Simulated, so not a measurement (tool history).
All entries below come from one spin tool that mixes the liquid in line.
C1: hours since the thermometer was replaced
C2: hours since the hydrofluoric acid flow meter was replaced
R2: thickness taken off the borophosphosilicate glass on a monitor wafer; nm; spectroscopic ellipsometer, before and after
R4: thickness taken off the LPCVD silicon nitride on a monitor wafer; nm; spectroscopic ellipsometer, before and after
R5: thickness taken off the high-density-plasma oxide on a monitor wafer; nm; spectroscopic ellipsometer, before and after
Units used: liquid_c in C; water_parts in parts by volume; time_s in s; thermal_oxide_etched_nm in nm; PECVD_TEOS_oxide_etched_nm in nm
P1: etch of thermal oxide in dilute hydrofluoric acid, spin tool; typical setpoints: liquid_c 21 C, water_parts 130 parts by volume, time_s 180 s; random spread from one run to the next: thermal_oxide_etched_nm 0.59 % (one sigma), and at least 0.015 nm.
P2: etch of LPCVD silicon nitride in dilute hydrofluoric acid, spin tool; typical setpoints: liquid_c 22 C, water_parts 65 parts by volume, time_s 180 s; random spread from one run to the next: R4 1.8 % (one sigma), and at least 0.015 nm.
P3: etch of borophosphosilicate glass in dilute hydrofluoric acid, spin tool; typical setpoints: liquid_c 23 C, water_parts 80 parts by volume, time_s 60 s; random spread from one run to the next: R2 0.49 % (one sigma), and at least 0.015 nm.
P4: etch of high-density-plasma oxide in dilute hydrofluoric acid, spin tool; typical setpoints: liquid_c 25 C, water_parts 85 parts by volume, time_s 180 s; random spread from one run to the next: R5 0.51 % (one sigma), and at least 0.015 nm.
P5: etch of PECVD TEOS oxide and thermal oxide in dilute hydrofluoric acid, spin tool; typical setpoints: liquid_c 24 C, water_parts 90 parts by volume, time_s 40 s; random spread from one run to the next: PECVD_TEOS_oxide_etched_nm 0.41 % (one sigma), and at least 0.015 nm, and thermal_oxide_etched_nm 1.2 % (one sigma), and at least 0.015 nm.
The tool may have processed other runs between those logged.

Run 1, day 0.288: process P1, liquid_c 21 C, water_parts 130 parts by volume, time_s 180 s; C1 1543.2; C2 292.3. Result: thermal_oxide_etched_nm 5.6267 nm.
Run 2, day 0.658: process P1, liquid_c 21 C, water_parts 130 parts by volume, time_s 180 s; C1 1552.1; C2 301.2. Result: thermal_oxide_etched_nm 5.5927 nm.
Run 3, day 0.946: process P1, liquid_c 21 C, water_parts 130 parts by volume, time_s 180 s; C1 1559; C2 308.1. Result: thermal_oxide_etched_nm 5.5771 nm.
Run 4, day 1.146: process P3, liquid_c 17 C, water_parts 80 parts by volume, time_s 60 s; C1 1563.8; C2 312.9. Result: R2 19.856 nm.
Run 5, day 1.475: process P5, liquid_c 24 C, water_parts 140 parts by volume, time_s 40 s; C1 1571.7; C2 320.8. Result: thermal_oxide_etched_nm 1.3121 nm, PECVD_TEOS_oxide_etched_nm 4.0173 nm.
Run 6, day 1.812: process P1, liquid_c 21 C, water_parts 45 parts by volume, time_s 180 s; C1 1579.8; C2 328.9. Result: thermal_oxide_etched_nm 17.82 nm.
Run 7, day 2.042: process P5, liquid_c 32 C, water_parts 90 parts by volume, time_s 40 s; C1 1585.3; C2 334.4. Result: thermal_oxide_etched_nm 2.975 nm, PECVD_TEOS_oxide_etched_nm 9.0618 nm.
Run 8, day 2.308: process P2, liquid_c 22 C, water_parts 105 parts by volume, time_s 180 s; C1 1591.7; C2 340.8. Result: R4 0.7206 nm.
Run 9, day 2.542: process P1, liquid_c 26.5 C, water_parts 130 parts by volume, time_s 180 s; C1 1597.3; C2 346.4. Result: thermal_oxide_etched_nm 7.0096 nm.
Run 10, day 2.779: process P1, liquid_c 17 C, water_parts 130 parts by volume, time_s 180 s; C1 1603; C2 352.1. Result: thermal_oxide_etched_nm 4.8054 nm.
Run 11, day 2.971: process P1, liquid_c 21 C, water_parts 130 parts by volume, time_s 300 s; C1 1607.6; C2 356.7. Result: thermal_oxide_etched_nm 9.3999 nm.
Run 12, day 3.267: process P4, liquid_c 25 C, water_parts 85 parts by volume, time_s 335 s; C1 1614.7; C2 363.8. Result: R5 21.455 nm.
Run 13, day 3.529: process P2, liquid_c 22 C, water_parts 65 parts by volume, time_s 345 s; C1 1621; C2 370.1. Result: R4 2.2258 nm.
Run 14, day 3.725: process P1, liquid_c 21 C, water_parts 130 parts by volume, time_s 180 s; C1 1625.7; C2 374.8. Result: thermal_oxide_etched_nm 5.6978 nm.
Run 15, day 4.121: process P1, liquid_c 21 C, water_parts 130 parts by volume, time_s 180 s; C1 1635.2; C2 384.3. Result: thermal_oxide_etched_nm 5.6519 nm.
Run 16, day 4.471: process P2, liquid_c 29.5 C, water_parts 65 parts by volume, time_s 180 s; C1 1643.6; C2 392.7. Result: R4 1.8602 nm.
Run 17, day 4.829: process P1, liquid_c 21 C, water_parts 130 parts by volume, time_s 180 s; C1 1652.2; C2 401.3. Result: thermal_oxide_etched_nm 5.5976 nm.
Run 18, day 5.062: process P2, liquid_c 22 C, water_parts 65 parts by volume, time_s 180 s; C1 1657.8; C2 406.9. Result: R4 1.12 nm.
Run 19, day 5.271: process P1, liquid_c 17.5 C, water_parts 130 parts by volume, time_s 110 s; C1 1662.8; C2 411.9. Result: thermal_oxide_etched_nm 2.9938 nm.
Run 20, day 5.538: process P3, liquid_c 23 C, water_parts 80 parts by volume, time_s 60 s; C1 1669.2; C2 418.3. Result: R2 25.496 nm.
Run 21, day 5.796: process P1, liquid_c 21 C, water_parts 130 parts by volume, time_s 45 s; C1 1675.4; C2 424.5. Result: thermal_oxide_etched_nm 1.4213 nm.
Run 22, day 6.038: process P4, liquid_c 25 C, water_parts 45 parts by volume, time_s 180 s; C1 1681.2; C2 430.3. Result: R5 22.911 nm.
Run 23, day 6.262: process P2, liquid_c 22 C, water_parts 65 parts by volume, time_s 180 s; C1 1686.6; C2 435.7. Result: R4 1.172 nm.
Run 24, day 6.571: process P1, liquid_c 21 C, water_parts 75 parts by volume, time_s 315 s; C1 1694; C2 443.1. Result: thermal_oxide_etched_nm 18.161 nm.
Run 25, day 6.821: process P5, liquid_c 24 C, water_parts 90 parts by volume, time_s 40 s; C1 1700; C2 449.1. Result: thermal_oxide_etched_nm 2.1574 nm, PECVD_TEOS_oxide_etched_nm 6.677 nm.
Run 26, day 7.054: process P5, liquid_c 24 C, water_parts 90 parts by volume, time_s 60 s; C1 1705.6; C2 454.7. Result: thermal_oxide_etched_nm 3.2302 nm, PECVD_TEOS_oxide_etched_nm 9.9556 nm.
Run 27, day 7.267: process P4, liquid_c 25 C, water_parts 85 parts by volume, time_s 180 s; C1 1710.7; C2 459.8. Result: R5 11.576 nm.
Run 28, day 7.554: process P3, liquid_c 23 C, water_parts 110 parts by volume, time_s 60 s; C1 1717.6; C2 466.7. Result: R2 18.134 nm.
Run 29, day 7.846: process P4, liquid_c 19.5 C, water_parts 85 parts by volume, time_s 180 s; C1 1724.6; C2 473.7. Result: R5 9.1579 nm.
Run 30, day 8.075: process P1, liquid_c 21 C, water_parts 180 parts by volume, time_s 180 s; C1 1730.1; C2 479.2. Result: thermal_oxide_etched_nm 3.875 nm.
Run 31, day 8.367: process P3, liquid_c 23 C, water_parts 80 parts by volume, time_s 60 s; C1 1737.1; C2 486.2. Result: R2 25.726 nm.
Run 32, day 8.679: process P1, liquid_c 17 C, water_parts 220 parts by volume, time_s 180 s; C1 1744.6; C2 493.7. Result: thermal_oxide_etched_nm 2.5649 nm.
Run 33, day 9: process P3, liquid_c 23 C, water_parts 80 parts by volume, time_s 95 s; C1 1752.3; C2 501.4. Result: R2 40.439 nm.
Run 34, day 9.217: process P1, liquid_c 21 C, water_parts 130 parts by volume, time_s 180 s; C1 1757.5; C2 506.6. Result: thermal_oxide_etched_nm 5.649 nm.
Run 35, day 9.533: process P1, liquid_c 21 C, water_parts 130 parts by volume, time_s 180 s; C1 1765.1; C2 514.2. Result: thermal_oxide_etched_nm 5.8475 nm.
Run 36, day 9.788: process P1, liquid_c 21 C, water_parts 130 parts by volume, time_s 180 s; C1 1771.2; C2 520.3. Result: thermal_oxide_etched_nm 5.8674 nm.
Run 37, day 10.071: process P1, liquid_c 21 C, water_parts 130 parts by volume, time_s 180 s; C1 1778; C2 527.1. Result: thermal_oxide_etched_nm 6.0336 nm.
Run 38, day 10.267: process P1, liquid_c 21 C, water_parts 130 parts by volume, time_s 180 s; C1 1782.7; C2 531.8. Result: thermal_oxide_etched_nm 6.0598 nm.
Run 39, day 10.583: process P1, liquid_c 21 C, water_parts 130 parts by volume, time_s 180 s; C1 1790.3; C2 539.4. Result: thermal_oxide_etched_nm 6.1343 nm.
Run 40, day 10.804: process P1, liquid_c 21 C, water_parts 130 parts by volume, time_s 180 s; C1 1795.6; C2 544.7. Result: thermal_oxide_etched_nm 6.0952 nm.
Run 41, day 11.021: process P1, liquid_c 21 C, water_parts 130 parts by volume, time_s 180 s; C1 1800.8; C2 549.9. Result: thermal_oxide_etched_nm 6.119 nm.
Run 42, day 11.321: process P1, liquid_c 21 C, water_parts 130 parts by volume, time_s 180 s; C1 1808; C2 557.1. Result: thermal_oxide_etched_nm 6.2024 nm.
Run 43, day 11.592: process P1, liquid_c 21 C, water_parts 130 parts by volume, time_s 180 s; C1 1814.5; C2 563.6. Result: thermal_oxide_etched_nm 6.151 nm.
Run 44, day 11.838: process P1, liquid_c 21 C, water_parts 130 parts by volume, time_s 180 s; C1 1820.4; C2 569.5. Result: thermal_oxide_etched_nm 6.1553 nm.
Run 45, day 12.162: process P1, liquid_c 21 C, water_parts 130 parts by volume, time_s 180 s; C1 1828.2; C2 577.3. Result: thermal_oxide_etched_nm 6.1698 nm.

Something has made what P1 gives creep away from where it was; the 2 causes below, each at its own stated size, fit the log equally well:
A: liquid hotter than its thermometer reads (K) = 2.35
B: hydrofluoric acid flow above the setpoint (%) = 8.49
The drift started at roughly day 9.217.

Each of the check runs listed below is run on 5 wafers and reports their average, with the results left as question marks. Pick the one under which the possible causes would lead to clearly different results.
Run check 1, day 12.488: process P2, liquid_c 22 C, water_parts 65 parts by volume, time_s 180 s. Result: R4 ?.
Run check 2, day 12.488: process P3, liquid_c 23 C, water_parts 80 parts by volume, time_s 60 s. Result: R2 ?.
Run check 3, day 12.488: process P5, liquid_c 24 C, water_parts 90 parts by volume, time_s 40 s. Result: thermal_oxide_etched_nm ?, PECVD_TEOS_oxide_etched_nm ?.
Run check 4, day 12.488: process P4, liquid_c 25 C, water_parts 85 parts by volume, time_s 180 s. Result: R5 ?.

Predicted outcomes, by check and by cause:
  check                      result    if A    if B
check 1                          R4  1.3321  1.2315
check 2                          R2  28.173   28.03
check 3     thermal_oxide_etched_nm  2.3738  2.3678
check 3  PECVD_TEOS_oxide_etched_nm   7.312  7.2935
check 4                          R5  12.554  12.526
Per-check spread between the two closest causes, in the result where they differ most: check 1 7.86 %; check 2 0.51 %; check 3 0.25 %; check 4 0.23 %
Check 1 tells the causes apart: in the others they would give nearly the same result.

With check 1 done, the readings were: R4 1.319 nm. Identify which of the listed causes applies.

It is A: liquid hotter than its thermometer reads (K).
